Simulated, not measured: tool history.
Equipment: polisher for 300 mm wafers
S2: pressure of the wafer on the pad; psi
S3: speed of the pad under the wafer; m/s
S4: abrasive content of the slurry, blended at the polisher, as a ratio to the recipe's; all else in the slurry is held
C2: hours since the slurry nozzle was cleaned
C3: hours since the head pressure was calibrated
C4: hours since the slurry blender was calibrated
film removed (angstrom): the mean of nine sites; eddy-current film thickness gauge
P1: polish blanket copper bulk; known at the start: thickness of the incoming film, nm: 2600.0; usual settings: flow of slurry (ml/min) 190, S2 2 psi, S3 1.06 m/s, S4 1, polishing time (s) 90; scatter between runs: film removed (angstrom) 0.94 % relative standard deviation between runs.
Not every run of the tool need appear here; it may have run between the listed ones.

Run 1, hour 13.9: flow of slurry (ml/min) 190, S2 2 psi, S3 1.06 m/s, S4 1, polishing time (s) 90; wafers polished on this pad 1083; C2 338.2; C3 155.2; C4 148. Result: film removed (angstrom) 6725.2.
Run 2, hour 21: flow of slurry (ml/min) 190, S2 2 psi, S3 1.06 m/s, S4 1, polishing time (s) 40; wafers polished on this pad 1154; C2 345.3; C3 162.3; C4 155.1. Result: film removed (angstrom) 2942.
Run 3, hour 29.4: flow of slurry (ml/min) 190, S2 2 psi, S3 1.06 m/s, S4 1, polishing time (s) 90; wafers polished on this pad 1237; C2 353.7; C3 170.7; C4 163.5. Result: film removed (angstrom) 6618.4.
Run 4, hour 44.4: flow of slurry (ml/min) 190, S2 2 psi, S3 0.68 m/s, S4 1, polishing time (s) 90; wafers polished on this pad 1386; C2 368.7; C3 185.7; C4 178.5. Result: film removed (angstrom) 4264.3.
Run 5, hour 56.4: flow of slurry (ml/min) 190, S2 2 psi, S3 1.06 m/s, S4 1, polishing time (s) 90; wafers polished on this pad 1505; C2 380.7; C3 197.7; C4 190.5. Result: film removed (angstrom) 6590.2.
Run 6, hour 70.9: flow of slurry (ml/min) 190, S2 2 psi, S3 1.06 m/s, S4 1, polishing time (s) 130; wafers polished on this pad 1649; C2 395.2; C3 212.2; C4 205. Result: film removed (angstrom) 9549.
Run 7, hour 84.8: flow of slurry (ml/min) 190, S2 2 psi, S3 1.06 m/s, S4 1, polishing time (s) 90; wafers polished on this pad 1787; C2 409.1; C3 226.1; C4 218.9. Result: film removed (angstrom) 6699.2.
At hour 91.2: worn pad replaced by a new one.
Run 8, hour 92.5: flow of slurry (ml/min) 190, S2 2.6 psi, S3 1.06 m/s, S4 1, polishing time (s) 90; wafers polished on this pad 13; C2 416.8; C3 233.8; C4 226.6. Result: film removed (angstrom) 8520.5.
Run 9, hour 100.4: flow of slurry (ml/min) 190, S2 2 psi, S3 1.06 m/s, S4 1, polishing time (s) 90; wafers polished on this pad 91; C2 424.7; C3 241.7; C4 234.5. Result: film removed (angstrom) 6539.6.
Run 10, hour 113.4: flow of slurry (ml/min) 190, S2 2 psi, S3 1.06 m/s, S4 1.35, polishing time (s) 90; wafers polished on this pad 221; C2 437.7; C3 254.7; C4 247.5. Result: film removed (angstrom) 7017.6.
Run 11, hour 127.2: flow of slurry (ml/min) 235, S2 3.1 psi, S3 1.06 m/s, S4 1, polishing time (s) 90; wafers polished on this pad 358; C2 451.5; C3 268.5; C4 261.3. Result: film removed (angstrom) 10503.
Run 12, hour 138.1: flow of slurry (ml/min) 190, S2 0.9 psi, S3 1.06 m/s, S4 1, polishing time (s) 90; wafers polished on this pad 466; C2 462.4; C3 279.4; C4 272.2. Result: film removed (angstrom) 3007.1.
Run 13, hour 151.3: flow of slurry (ml/min) 255, S2 2 psi, S3 1.06 m/s, S4 1, polishing time (s) 90; wafers polished on this pad 597; C2 475.6; C3 292.6; C4 285.4. Result: film removed (angstrom) 6787.2.
Run 14, hour 160.5: flow of slurry (ml/min) 115, S2 2 psi, S3 1.06 m/s, S4 1, polishing time (s) 90; wafers polished on this pad 688; C2 484.8; C3 301.8; C4 294.6. Result: film removed (angstrom) 6081.3.
Run 15, hour 175.6: flow of slurry (ml/min) 190, S2 2 psi, S3 1.06 m/s, S4 0.55, polishing time (s) 90; wafers polished on this pad 838; C2 499.9; C3 316.9; C4 309.7. Result: film removed (angstrom) 5835.4.

For run 16, what comes out?
Run 16, hour 186.3: flow of slurry (ml/min) 190, S2 2 psi, S3 1.6 m/s, S4 1, polishing time (s) 90; wafers polished on this pad 945; C2 510.6; C3 327.6; C4 320.4. Result: film removed (angstrom) ?.

film removed (angstrom): 9957.8
